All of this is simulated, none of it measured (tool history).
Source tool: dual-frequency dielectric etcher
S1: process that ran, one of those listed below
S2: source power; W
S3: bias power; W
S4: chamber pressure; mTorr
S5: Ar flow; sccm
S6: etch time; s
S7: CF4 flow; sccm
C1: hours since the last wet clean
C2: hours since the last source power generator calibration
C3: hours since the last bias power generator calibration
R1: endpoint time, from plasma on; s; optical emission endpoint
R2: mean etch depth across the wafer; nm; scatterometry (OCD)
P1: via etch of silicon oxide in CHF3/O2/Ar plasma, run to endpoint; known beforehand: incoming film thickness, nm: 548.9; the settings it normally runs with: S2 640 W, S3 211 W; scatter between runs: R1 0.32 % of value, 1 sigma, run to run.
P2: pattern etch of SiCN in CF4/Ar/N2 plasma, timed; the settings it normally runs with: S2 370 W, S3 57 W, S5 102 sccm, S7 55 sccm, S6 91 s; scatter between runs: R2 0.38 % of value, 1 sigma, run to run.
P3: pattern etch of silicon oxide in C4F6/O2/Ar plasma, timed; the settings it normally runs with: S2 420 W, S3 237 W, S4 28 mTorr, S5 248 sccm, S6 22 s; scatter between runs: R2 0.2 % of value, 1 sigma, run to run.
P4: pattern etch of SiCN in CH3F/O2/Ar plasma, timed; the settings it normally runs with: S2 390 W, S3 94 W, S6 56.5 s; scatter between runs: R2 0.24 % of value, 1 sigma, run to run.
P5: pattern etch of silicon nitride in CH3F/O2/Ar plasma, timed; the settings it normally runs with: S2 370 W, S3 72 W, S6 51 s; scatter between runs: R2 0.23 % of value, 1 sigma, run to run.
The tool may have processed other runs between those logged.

run,hour,S1,S2,S3,S4,S5,S6,S7,C1,C2,C3,R1,R2
1,11.9,P1,640,211,,,,,355.8,1509.4,1114,255.73,
2,21.5,P3,420,237,28,248,26.5,,365.4,1519,1123.6,,93.779
3,33.3,P1,640,159,,,,,377.2,1530.8,1135.4,281.39,
4,41.9,P5,370,72,,,30,,385.8,1539.4,1144,,20.789
5,56.5,P5,370,97,,,51,,400.4,1554,1158.6,,39.151
6,70.2,P2,370,57,,102,91,55,414.1,1567.7,1172.3,,58.633
7,78.9,P3,420,237,28,248,22,,422.8,1576.4,1181,,77.492
8,90.1,P2,370,39,,102,91,55,434,1587.6,1192.2,,51.674
9,104,P1,640,211,,,,,447.9,1601.5,1206.1,258.16,
10,116.1,P2,300,57,,102,91,55,460,1613.6,1218.2,,48.786
11,124.8,P2,370,57,,102,91,76,468.7,1622.3,1226.9,,61.849
12,134.6,P2,370,57,,102,50,55,478.5,1632.1,1236.7,,32.438
13,145.4,P3,420,237,28,248,22,,489.3,1642.9,1247.5,,77.667
14,155.6,P3,420,237,28,178,22,,499.5,1653.1,1257.7,,80.241
15,166,P1,810,135,,,,,509.9,1663.5,1268.1,271.48,
16,179,P1,840,265,,,,,522.9,1676.5,1281.1,214.67,
17,194.5,P1,640,211,,,,,538.4,1692,1296.6,256.21,
18,210.5,P3,340,237,28,248,22,,554.4,1708,1312.6,,71.515
19,223.3,P5,230,72,,,51,,567.2,1720.8,1325.4,,29.589
20,234.7,P1,640,286,,,,,578.6,1732.2,1336.8,232.06,
21,243.2,P2,370,57,,59,91,55,587.1,1740.7,1345.3,,64.169
22,259.2,P4,390,94,,,43.5,,603.1,1756.7,1361.3,,17.704
23,273.8,P3,420,308,28,248,22,,617.7,1771.3,1375.9,,85.062
24,281.5,P1,780,211,,,,,625.4,1779,1383.6,240.22,
25,295.7,P5,370,72,,,51,,639.6,1793.2,1397.8,,35.233
26,303.5,P4,470,94,,,56.5,,647.4,1801,1405.6,,24.604
27,316.3,P4,390,94,,,56.5,,660.2,1813.8,1418.4,,22.993
28,329.7,P1,640,211,,,,,673.6,1827.2,1431.8,256.35,
29,345.9,P1,640,211,,,,,689.8,1843.4,1448,257.66,
30,359.1,P3,420,237,33,248,22,,703,1856.6,1461.2,,76.062
31,368.5,P4,390,64,,,56.5,,712.4,1866,1470.6,,20.029
32,376.6,P1,390,211,,,,,720.5,1874.1,1478.7,310.29,
33,384.9,P1,640,211,,,,,728.8,1882.4,1487,256.35,
34,401.1,P5,370,72,,,51,,745,1898.6,1503.2,,35.267
35,415.3,P1,640,211,,,,,759.2,1912.8,1517.4,255.02,
36,423.8,P1,640,211,,,,,767.7,1921.3,1525.9,255.98,
37,431.2,P1,640,211,,,,,775.1,1928.7,1533.3,254.13,
38,444.1,P1,640,211,,,,,788,1941.6,1546.2,252.04,
39,460,P1,640,211,,,,,803.9,1957.5,1562.1,253.98,
# hour 469.4: wet clean of the chamber
40,471.9,P1,640,211,,,,,2.6,1969.4,1574,252.69,
41,487.6,P1,640,211,,,,,18.3,1985.1,1589.7,251.92,
42,500,P1,640,211,,,,,30.7,1997.5,1602.1,252.55,

The output of P1 has drifted from where it used to be. Each of the 2 causes below, taken at the size shown beside it, accounts for the log equally well:
A: bias power that arrives over what is set, % = 4.69
B: source power that arrives over what is set, % = 4.28
The process output started creeping at around hour 415.3.
Ruled out, with reasons:
chamber walls in a state that raises the etch rate, %: serviced after onset, at hour 469.4, with no recovery of the prior output

The 4 check runs listed below each average the results of 2 wafers, and their outcomes are marked with question marks. Under which run would the listed causes produce clearly different results?
check 1,512.4,P2,370,57,,62,50,55,,,,,?
check 2,512.4,P5,310,96,,,51,,,,,,?
check 3,512.4,P3,420,304,28,191,22,,,,,,?
check 4,512.4,P4,390,76,,,56.5,,,,,,?

Check results expected under each cause:
check,result,if A,if B
check 1,R2,35.38,36.178
check 2,R2,37.24,37.185
check 3,R2,88.404,88.388
check 4,R2,21.593,21.576
Distance between the nearest two causes, measured in the result of the check that separates them most: check 1 2.23 %; check 2 0.15 %; check 3 0.02 %; check 4 0.08 %
Only in check 1 would the causes give clearly different results; in the remaining checks their results would be nearly the same.

Check 1 was carried out, with these results: R2 35.322 nm. Which of the listed causes is responsible?

Of the candidate causes, it is A: bias power that arrives over what is set, %.
